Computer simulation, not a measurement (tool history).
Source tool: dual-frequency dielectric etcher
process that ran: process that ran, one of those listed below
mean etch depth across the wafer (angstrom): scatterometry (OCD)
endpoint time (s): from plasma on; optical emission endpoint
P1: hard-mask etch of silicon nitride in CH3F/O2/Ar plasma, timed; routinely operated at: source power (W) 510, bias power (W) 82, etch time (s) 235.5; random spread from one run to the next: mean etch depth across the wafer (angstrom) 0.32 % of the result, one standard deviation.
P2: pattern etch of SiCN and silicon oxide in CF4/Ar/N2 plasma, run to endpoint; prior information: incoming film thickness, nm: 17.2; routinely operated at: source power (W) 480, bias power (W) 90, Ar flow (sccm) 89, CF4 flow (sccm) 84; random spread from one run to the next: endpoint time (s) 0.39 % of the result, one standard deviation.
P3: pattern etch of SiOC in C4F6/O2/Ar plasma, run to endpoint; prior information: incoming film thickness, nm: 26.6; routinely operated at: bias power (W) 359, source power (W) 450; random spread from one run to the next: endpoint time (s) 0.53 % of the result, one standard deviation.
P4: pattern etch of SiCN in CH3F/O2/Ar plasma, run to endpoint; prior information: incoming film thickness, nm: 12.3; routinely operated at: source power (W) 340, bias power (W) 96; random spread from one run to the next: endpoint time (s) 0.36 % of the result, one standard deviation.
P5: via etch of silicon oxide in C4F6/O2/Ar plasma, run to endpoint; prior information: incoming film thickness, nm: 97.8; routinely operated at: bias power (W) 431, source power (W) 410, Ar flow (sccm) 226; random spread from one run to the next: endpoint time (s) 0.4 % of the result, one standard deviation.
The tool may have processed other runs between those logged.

| run | hour | process that ran | source power (W) | bias power (W) | etch time (s) | Ar flow (sccm) | CF4 flow (sccm) | hours since the last wet clean | hours since the last source power generator calibration | hours since the last bias power generator calibration | mean etch depth across the wafer (angstrom) | endpoint time (s) |
|---|---|---|---|---|---|---|---|---|---|---|---|---|
| 1 | 11.2 | P1 | 510 | 82 | 235.5 |  |  | 140.2 | 2227 | 1026 | 1892.9 |  |
| 2 | 20.3 | P5 | 570 | 431 |  | 226 |  | 149.3 | 2236.1 | 1035.1 |  | 19.006 |
| 3 | 29.7 | P2 | 660 | 90 |  | 89 | 84 | 158.7 | 2245.5 | 1044.5 |  | 12.412 |
| 4 | 36.4 | P1 | 700 | 82 | 235.5 |  |  | 165.4 | 2252.2 | 1051.2 | 2141 |  |
| 5 | 43.5 | P4 | 340 | 96 |  |  |  | 172.5 | 2259.3 | 1058.3 |  | 30.695 |
| 6 | 50.9 | P1 | 510 | 104 | 235.5 |  |  | 179.9 | 2266.7 | 1065.7 | 2062.4 |  |
| 7 | 57.1 | P3 | 450 | 359 |  |  |  | 186.1 | 2272.9 | 1071.9 |  | 9.8203 |
| 8 | 65.6 | P4 | 450 | 96 |  |  |  | 194.6 | 2281.4 | 1080.4 |  | 27.854 |
| 9 | 73.2 | P2 | 480 | 108 |  | 89 | 84 | 202.2 | 2289 | 1088 |  | 15.384 |
| 10 | 82 | P1 | 370 | 82 | 235.5 |  |  | 211 | 2297.8 | 1096.8 | 1684.7 |  |
| 11 | 93.2 | P1 | 510 | 82 | 235.5 |  |  | 222.2 | 2309 | 1108 | 1898.4 |  |
| 12 | 102 | P1 | 510 | 82 | 235.5 |  |  | 231 | 2317.8 | 1116.8 | 1884.3 |  |
| 13 | 110.8 | P5 | 410 | 431 |  | 226 |  | 239.8 | 2326.6 | 1125.6 |  | 21.488 |
| 14 | 118.5 | P1 | 310 | 103 | 235.5 |  |  | 247.5 | 2334.3 | 1133.3 | 1701.7 |  |
| 15 | 128.7 | P1 | 510 | 82 | 235.5 |  |  | 257.7 | 2344.5 | 1143.5 | 1903.2 |  |
| 16 | 141.4 | P1 | 510 | 110 | 140 |  |  | 270.4 | 2357.2 | 1156.2 | 1248.2 |  |
| 17 | 152 | P1 | 510 | 82 | 156 |  |  | 281 | 2367.8 | 1166.8 | 1262.8 |  |
| 18 | 163.4 | P3 | 450 | 498 |  |  |  | 292.4 | 2379.2 | 1178.2 |  | 8.7172 |
| 19 | 173.9 | P5 | 410 | 431 |  | 163 |  | 302.9 | 2389.7 | 1188.7 |  | 20.707 |
| 20 | 185.1 | P5 | 410 | 277 |  | 226 |  | 314.1 | 2400.9 | 1199.9 |  | 25.331 |
| 21 | 197 | P1 | 510 | 64 | 296.5 |  |  | 326 | 2412.8 | 1211.8 | 2185.6 |  |
| 22 | 209.9 | P2 | 480 | 90 |  | 89 | 112 | 338.9 | 2425.7 | 1224.7 |  | 15.855 |
| 23 | 219.9 | P3 | 270 | 359 |  |  |  | 348.9 | 2435.7 | 1234.7 |  | 11.829 |
| 24 | 226.6 | P2 | 480 | 90 |  | 106 | 84 | 355.6 | 2442.4 | 1241.4 |  | 16.735 |
| 25 | 234.7 | P1 | 510 | 56 | 235.5 |  |  | 363.7 | 2450.5 | 1249.5 | 1664.6 |  |
| 26 | 244.7 | P1 | 510 | 82 | 235.5 |  |  | 373.7 | 2460.5 | 1259.5 | 1893.4 |  |
| 27 | 252.9 | P2 | 480 | 90 |  | 89 | 84 | 381.9 | 2468.7 | 1267.7 |  | 16.363 |
| 28 | 262.2 | P4 | 340 | 118 |  |  |  | 391.2 | 2478 | 1277 |  | 28.706 |
| 29 | 272.8 | P1 | 510 | 82 | 307 |  |  | 401.8 | 2488.6 | 1287.6 | 2469.4 |  |
| 30 | 283.2 | P1 | 510 | 82 | 235.5 |  |  | 412.2 | 2499 | 1298 | 1890.4 |  |
| 31 | 297.1 | P1 | 510 | 82 | 235.5 |  |  | 426.1 | 2512.9 | 1311.9 | 1887.4 |  |
| 32 | 305.2 | P1 | 510 | 82 | 235.5 |  |  | 434.2 | 2521 | 1320 | 1876.1 |  |
| 33 | 317.2 | P1 | 510 | 82 | 235.5 |  |  | 446.2 | 2533 | 1332 | 1879.6 |  |
|  | 328.3 | wet clean of the chamber |
| 34 | 330 | P1 | 510 | 82 | 235.5 |  |  | 1.8 | 2545.8 | 1344.8 | 1858.4 |  |
| 35 | 338.8 | P1 | 510 | 82 | 235.5 |  |  | 10.6 | 2554.6 | 1353.6 | 1854.1 |  |
| 36 | 350.2 | P1 | 510 | 82 | 235.5 |  |  | 22 | 2566 | 1365 | 1874.3 |  |
| 37 | 362.9 | P1 | 510 | 82 | 235.5 |  |  | 34.7 | 2578.7 | 1377.7 | 1872.9 |  |
| 38 | 374.6 | P1 | 510 | 82 | 235.5 |  |  | 46.4 | 2590.4 | 1389.4 | 1863.3 |  |

The log shows P1 creeping away from where it was. Any of the 2 causes listed here, at the size stated for it, fits the log just as well as the others:
A: bias power that arrives under what is set, % = 4.53
B: source power that arrives under what is set, % = 4.14
The gradual shift began around hour 283.2.
What rules out each remaining cause:
chamber walls in a state that lowers the etch rate, %: maintenance at hour 328.3, after the shift began, did not return the process to its former output

You are offered 4 check runs, listed below with question marks in place of their results; each one averages 2 wafers. Which run separates the listed causes by giving clearly different results for each?
| check 1 | 386.3 | P3 | 280 | 359 |  |  |  |  |  |  |  | ? |
| check 2 | 386.3 | P4 | 440 | 96 |  |  |  |  |  |  |  | ? |
| check 3 | 386.3 | P2 | 480 | 90 |  | 89 | 112 |  |  |  |  | ? |
| check 4 | 386.3 | P5 | 540 | 299 |  | 226 |  |  |  |  |  | ? |

What every check run would give for each of its results, assuming each possible cause in turn:
| check | result | if A | if B |
|---|---|---|---|
| check 1 | endpoint time (s) | 11.934 | 11.923 |
| check 2 | endpoint time (s) | 28.591 | 28.547 |
| check 3 | endpoint time (s) | 16.095 | 16.46 |
| check 4 | endpoint time (s) | 22.379 | 22.389 |
Per check, the gap between the least separated pair of causes, taken in the result that splits them most: check 1 0.1 %; check 2 0.15 %; check 3 2.24 %; check 4 0.05 %
Only check 3 tells the causes apart: in the others they would give nearly the same result.

Check 3 was then run and gave: endpoint time (s) 16.446. Which cause is it?

Of the candidate causes, it is B: source power that arrives under what is set, %.
